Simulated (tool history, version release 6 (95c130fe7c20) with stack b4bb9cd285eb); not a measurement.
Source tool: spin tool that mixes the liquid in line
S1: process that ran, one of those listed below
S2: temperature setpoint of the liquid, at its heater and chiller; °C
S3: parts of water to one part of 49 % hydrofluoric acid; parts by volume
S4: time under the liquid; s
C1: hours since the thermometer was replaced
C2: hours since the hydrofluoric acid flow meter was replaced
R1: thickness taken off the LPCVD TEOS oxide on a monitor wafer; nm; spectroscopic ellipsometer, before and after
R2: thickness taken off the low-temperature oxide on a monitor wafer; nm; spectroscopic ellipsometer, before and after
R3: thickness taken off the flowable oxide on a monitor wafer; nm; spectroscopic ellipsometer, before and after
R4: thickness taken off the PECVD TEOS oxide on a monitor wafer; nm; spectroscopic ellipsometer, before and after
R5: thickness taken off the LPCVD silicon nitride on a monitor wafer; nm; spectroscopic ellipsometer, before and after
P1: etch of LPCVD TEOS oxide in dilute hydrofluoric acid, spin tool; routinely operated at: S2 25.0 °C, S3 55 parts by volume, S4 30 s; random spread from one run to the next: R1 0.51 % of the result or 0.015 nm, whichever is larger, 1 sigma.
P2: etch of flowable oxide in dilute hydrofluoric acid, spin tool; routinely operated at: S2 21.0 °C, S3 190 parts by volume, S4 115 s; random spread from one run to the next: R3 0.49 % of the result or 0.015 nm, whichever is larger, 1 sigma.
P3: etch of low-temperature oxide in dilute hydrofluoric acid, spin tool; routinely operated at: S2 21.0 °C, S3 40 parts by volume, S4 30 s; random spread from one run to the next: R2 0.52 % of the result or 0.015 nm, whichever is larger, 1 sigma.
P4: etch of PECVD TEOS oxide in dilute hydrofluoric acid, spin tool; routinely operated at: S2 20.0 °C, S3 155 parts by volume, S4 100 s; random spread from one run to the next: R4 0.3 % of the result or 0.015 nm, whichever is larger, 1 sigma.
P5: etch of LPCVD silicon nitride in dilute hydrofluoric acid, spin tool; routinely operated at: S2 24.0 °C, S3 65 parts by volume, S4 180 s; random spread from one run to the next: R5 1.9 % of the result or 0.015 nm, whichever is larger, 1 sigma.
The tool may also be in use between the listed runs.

Run 1, hour 6.8: S1 P1, S2 25.0 °C, S3 55 parts by volume, S4 30 s; C1 370.0; C2 723.2. Result: R1 33.322 nm.
Run 2, hour 12.3: S1 P1, S2 25.0 °C, S3 55 parts by volume, S4 30 s; C1 375.5; C2 728.7. Result: R1 33.016 nm.
Run 3, hour 17.7: S1 P1, S2 25.0 °C, S3 30 parts by volume, S4 15 s; C1 380.9; C2 734.1. Result: R1 31.261 nm.
Run 4, hour 23.3: S1 P3, S2 21.0 °C, S3 55 parts by volume, S4 30 s; C1 386.5; C2 739.7. Result: R2 9.8677 nm.
Run 5, hour 28.2: S1 P2, S2 21.0 °C, S3 190 parts by volume, S4 115 s; C1 391.4; C2 744.6. Result: R3 17.8990 nm.
Run 6, hour 31.8: S1 P1, S2 25.0 °C, S3 95 parts by volume, S4 30 s; C1 395.0; C2 748.2. Result: R1 18.061 nm.
Run 7, hour 36.6: S1 P1, S2 25.0 °C, S3 20 parts by volume, S4 45 s; C1 399.8; C2 753.0. Result: R1 143.530 nm.
Run 8, hour 41.2: S1 P1, S2 29.5 °C, S3 55 parts by volume, S4 15 s; C1 404.4; C2 757.6. Result: R1 19.740 nm.
Run 9, hour 45.8: S1 P1, S2 25.0 °C, S3 55 parts by volume, S4 30 s; C1 409.0; C2 762.2. Result: R1 33.047 nm.
Run 10, hour 52.4: S1 P1, S2 25.0 °C, S3 55 parts by volume, S4 30 s; C1 415.6; C2 768.8. Result: R1 33.081 nm.
Run 11, hour 58.2: S1 P1, S2 25.0 °C, S3 55 parts by volume, S4 55 s; C1 421.4; C2 774.6. Result: R1 60.323 nm.
Run 12, hour 62.2: S1 P4, S2 20.0 °C, S3 155 parts by volume, S4 100 s; C1 425.4; C2 778.6. Result: R4 9.2783 nm.
Run 13, hour 69.3: S1 P1, S2 21.0 °C, S3 55 parts by volume, S4 30 s; C1 432.5; C2 785.7. Result: R1 27.987 nm.
Run 14, hour 72.8: S1 P3, S2 21.0 °C, S3 40 parts by volume, S4 30 s; C1 436.0; C2 789.2. Result: R2 13.7640 nm.
Run 15, hour 78.1: S1 P4, S2 25.5 °C, S3 155 parts by volume, S4 100 s; C1 441.3; C2 794.5. Result: R4 11.5010 nm.
Run 16, hour 83.5: S1 P4, S2 20.0 °C, S3 155 parts by volume, S4 15 s; C1 446.7; C2 799.9. Result: R4 1.4223 nm.
Run 17, hour 88.2: S1 P1, S2 30.5 °C, S3 55 parts by volume, S4 30 s; C1 451.4; C2 804.6. Result: R1 41.097 nm.
Run 18, hour 91.7: S1 P3, S2 29.0 °C, S3 40 parts by volume, S4 30 s; C1 454.9; C2 808.1. Result: R2 19.1860 nm.
Run 19, hour 96.3: S1 P2, S2 27.0 °C, S3 190 parts by volume, S4 115 s; C1 459.5; C2 812.7. Result: R3 22.2800 nm.
Run 20, hour 103.6: S1 P1, S2 25.0 °C, S3 55 parts by volume, S4 15 s; C1 466.8; C2 820.0. Result: R1 16.467 nm.
Run 21, hour 107.6: S1 P1, S2 25.0 °C, S3 55 parts by volume, S4 30 s; C1 470.8; C2 824.0. Result: R1 33.471 nm.
Run 22, hour 111.9: S1 P4, S2 20.0 °C, S3 155 parts by volume, S4 100 s; C1 475.1; C2 828.3. Result: R4 9.2928 nm.
Run 23, hour 118.5: S1 P2, S2 21.0 °C, S3 190 parts by volume, S4 15 s; C1 481.7; C2 834.9. Result: R3 2.3179 nm.
Run 24, hour 125.5: S1 P4, S2 20.0 °C, S3 45 parts by volume, S4 100 s; C1 488.7; C2 841.9. Result: R4 36.1660 nm.
Run 25, hour 130.8: S1 P1, S2 25.0 °C, S3 55 parts by volume, S4 30 s; C1 494.0; C2 847.2. Result: R1 33.378 nm.
Run 26, hour 137.9: S1 P2, S2 21.0 °C, S3 35 parts by volume, S4 115 s; C1 501.1; C2 854.3. Result: R3 115.7500 nm.
Run 27, hour 143.1: S1 P5, S2 24.0 °C, S3 65 parts by volume, S4 335 s; C1 506.3; C2 859.5. Result: R5 2.3925 nm.
Run 28, hour 146.5: S1 P5, S2 24.0 °C, S3 65 parts by volume, S4 180 s; C1 509.7; C2 862.9. Result: R5 1.3021 nm.
Run 29, hour 152.7: S1 P5, S2 24.0 °C, S3 30 parts by volume, S4 180 s; C1 515.9; C2 869.1. Result: R5 2.8452 nm.
Run 30, hour 156.3: S1 P5, S2 24.0 °C, S3 65 parts by volume, S4 180 s; C1 519.5; C2 872.7. Result: R5 1.2698 nm.
Run 31, hour 161.4: S1 P2, S2 21.0 °C, S3 190 parts by volume, S4 115 s; C1 524.6; C2 877.8. Result: R3 17.7930 nm.
Run 32, hour 167.2: S1 P5, S2 32.5 °C, S3 65 parts by volume, S4 180 s; C1 530.4; C2 883.6. Result: R5 2.2320 nm.
Run 33, hour 170.7: S1 P3, S2 21.0 °C, S3 40 parts by volume, S4 15 s; C1 533.9; C2 887.1. Result: R2 6.9391 nm.
Run 34, hour 177.7: S1 P1, S2 25.0 °C, S3 20 parts by volume, S4 30 s; C1 540.9; C2 894.1. Result: R1 95.515 nm.
Run 35, hour 181.4: S1 P1, S2 25.0 °C, S3 55 parts by volume, S4 30 s; C1 544.6; C2 897.8. Result: R1 33.067 nm.
Run 36, hour 186.9: S1 P1, S2 25.0 °C, S3 55 parts by volume, S4 30 s; C1 550.1; C2 903.3. Result: R1 34.262 nm.
Run 37, hour 194.6: S1 P1, S2 25.0 °C, S3 55 parts by volume, S4 30 s; C1 557.8; C2 911.0. Result: R1 34.863 nm.
Run 38, hour 200.9: S1 P1, S2 25.0 °C, S3 55 parts by volume, S4 30 s; C1 564.1; C2 917.3. Result: R1 35.560 nm.
Run 39, hour 204.5: S1 P1, S2 25.0 °C, S3 55 parts by volume, S4 30 s; C1 567.7; C2 920.9. Result: R1 35.764 nm.
Run 40, hour 208.4: S1 P1, S2 25.0 °C, S3 55 parts by volume, S4 30 s; C1 571.6; C2 924.8. Result: R1 35.648 nm.
Run 41, hour 213.9: S1 P1, S2 25.0 °C, S3 55 parts by volume, S4 30 s; C1 577.1; C2 930.3. Result: R1 36.387 nm.
Run 42, hour 221.4: S1 P1, S2 25.0 °C, S3 55 parts by volume, S4 30 s; C1 584.6; C2 937.8. Result: R1 36.055 nm.
Run 43, hour 228.6: S1 P1, S2 25.0 °C, S3 55 parts by volume, S4 30 s; C1 591.8; C2 945.0. Result: R1 36.311 nm.
Run 44, hour 236.0: S1 P1, S2 25.0 °C, S3 55 parts by volume, S4 30 s; C1 599.2; C2 952.4. Result: R1 36.399 nm.
Run 45, hour 240.0: S1 P1, S2 25.0 °C, S3 55 parts by volume, S4 30 s; C1 603.2; C2 956.4. Result: R1 36.282 nm.

Compared with where it was, what P1 gives has crept away. Each cause listed below fits the log as well as the rest, at the size given for it:
A: hydrofluoric acid flow above the setpoint (%) = 9.4
B: liquid hotter than its thermometer reads (K) = 2.39
The process output started creeping at around hour 181.4.

Which of the check runs below tells the causes apart, meaning the causes would give it clearly different results? Each run uses 5 wafers whose results are averaged, and each result is shown as a question mark.
Run check 1, hour 244.0: S1 P5, S2 24.0 °C, S3 45 parts by volume, S4 325 s. Result: R5 ?.
Run check 2, hour 244.0: S1 P2, S2 21.0 °C, S3 45 parts by volume, S4 115 s. Result: R3 ?.
Run check 3, hour 244.0: S1 P4, S2 25.5 °C, S3 45 parts by volume, S4 100 s. Result: R4 ?.
Run check 4, hour 244.0: S1 P3, S2 25.5 °C, S3 40 parts by volume, S4 30 s. Result: R2 ?.

Predicted outcomes, by check and by cause:
  check  result     if A     if B
check 1      R5   3.6240   3.8961
check 2      R3  97.8070  98.3390
check 3      R4  50.2390  50.3100
check 4      R2  18.3890  18.4330
Gap, in per cent, between the two causes that each check separates least, read from the result that separates them most: check 1 7.24 %; check 2 0.54 %; check 3 0.14 %; check 4 0.24 %
Of the check runs offered, only check 1 discriminates between the causes; the rest would read about the same regardless of which cause applies.

Here is what check 1 returned: R5 3.8997 nm. Which cause is it?

It was cause B: liquid hotter than its thermometer reads (K).

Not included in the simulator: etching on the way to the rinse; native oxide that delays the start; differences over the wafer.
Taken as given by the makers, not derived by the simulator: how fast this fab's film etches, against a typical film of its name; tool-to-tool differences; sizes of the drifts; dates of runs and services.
